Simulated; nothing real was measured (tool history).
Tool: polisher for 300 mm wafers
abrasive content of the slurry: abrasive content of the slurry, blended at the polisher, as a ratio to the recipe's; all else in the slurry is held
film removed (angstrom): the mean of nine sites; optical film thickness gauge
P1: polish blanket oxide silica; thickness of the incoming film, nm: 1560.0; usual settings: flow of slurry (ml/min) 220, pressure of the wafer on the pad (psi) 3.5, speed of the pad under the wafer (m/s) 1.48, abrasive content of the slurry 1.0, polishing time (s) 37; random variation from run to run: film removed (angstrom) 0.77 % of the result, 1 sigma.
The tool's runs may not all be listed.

run  hour  flow of slurry (ml/min)  pressure of the wafer on the pad (psi)  speed of the pad under the wafer (m/s)  abrasive content of the slurry  polishing time (s)  film removed (angstrom)
  1   2.7                      220                                     3.5                                    1.48                             1.0                  37                  1461.20
  2   5.8                      220                                     1.7                                    1.92                             1.0                  37                   870.37
  3   9.3                      220                                     3.5                                    2.14                             1.0                  37                  1961.70
  4  13.9                      220                                     3.5                                    1.48                             1.0                  37                  1459.30
  5  18.7                      220                                     3.5                                    1.48                             0.6                  37                  1108.00
  6  20.9                      220                                     3.5                                    1.48                             1.0                  37                  1457.40
  7  25.6                      220                                     1.6                                    1.48                             1.0                  37                   663.99
  8  28.4                      220                                     3.5                                    1.48                             1.0                  37                  1452.70
  9  31.3                      220                                     3.5                                    1.48                             1.4                  37                  1707.40
 10  34.7                      220                                     3.5                                    1.48                             1.0                  58                  2276.90
 11  38.9                      220                                     3.5                                    1.48                             1.0                  37                  1453.80
 12  42.0                      130                                     3.5                                    1.48                             1.0                  37                  1360.00
 13  44.5                      220                                     3.5                                    1.48                             1.0                  17                   670.93
 14  47.6                      285                                     3.5                                    1.48                             1.0                  37                  1516.50
 15  50.8                      220                                     3.5                                    1.48                             1.0                  37                  1451.20
 16  54.8                      220                                     3.5                                    1.48                             1.0                  37                  1458.00
 17  59.3                      220                                     3.5                                    0.78                             1.0                  37                   875.76
 18  62.8                      220                                     5.0                                    1.48                             1.0                  37                  2074.20
 19  67.5                      220                                     3.5                                    1.48                             1.0                  37                  1467.00
 20  70.5                      220                                     3.5                                    1.48                             1.0                  37                  1395.90
 21  72.8                      220                                     3.5                                    1.48                             1.0                  37                  1324.80
 22  75.4                      220                                     3.5                                    1.48                             1.0                  37                  1307.50
     77.0  -- conditioning disc replaced and pad reconditioned
 23  77.8                      220                                     3.5                                    1.48                             1.0                  37                  1293.30
 24  81.0                      220                                     3.5                                    1.48                             1.0                  37                  1256.10
     82.6  -- head pressure recalibrated
 25  83.2                      220                                     3.5                                    1.48                             1.0                  37                  1275.00
     85.3  -- slurry nozzle cleaned
 26  86.1                      220                                     3.5                                    1.48                             1.0                  37                  1274.90
 27  89.9                      220                                     3.5                                    1.48                             1.0                  37                  1238.80
 28  94.5                      220                                     3.5                                    1.48                             1.0                  37                  1278.10

What P1 gives has crept away from where it was. These 2 causes fit the log equally well, each at the size given:
A: removal rate lost through wear of the pad, % = 13.6
B: abrasive missing from the slurry, % = 25.8
The creep began at about hour 67.5.
Why every other cause is out:
slurry flow missing at the pad, %: serviced at hour 85.3, which brought nothing back
head's pressure below its setpoint, %: serviced at hour 82.6, which brought nothing back
time polished since the conditioner stopped cutting, s: serviced at hour 77.0, which brought nothing back

4 check runs are offered, each on 3 wafers whose results are averaged, their results left as question marks. Which one tells the causes apart?
check 1  99.1                      155                                     3.5                                    1.48                            1.00                  37                        ?
check 2  99.1                      165                                     3.5                                    1.48                            1.00                  37                        ?
check 3  99.1                      220                                     4.3                                    1.48                            1.00                  57                        ?
check 4  99.1                      220                                     3.5                                    1.48                            0.65                  37                        ?

What each check would give under each cause:
  check                   result     if A     if B
check 1  film removed (angstrom)  1193.40  1192.80
check 2  film removed (angstrom)  1205.70  1205.00
check 3  film removed (angstrom)  2374.90  2373.60
check 4  film removed (angstrom)  1008.10   976.08
How far apart the two closest causes lie, in the result that separates them most: check 1 0.06 %; check 2 0.06 %; check 3 0.06 %; check 4 3.22 %
Only check 4 tells the causes apart: in the others they would give nearly the same result.

Check 4 was then run and gave: film removed (angstrom) 978.82. Which cause is it?

It is B: abrasive missing from the slurry, %.
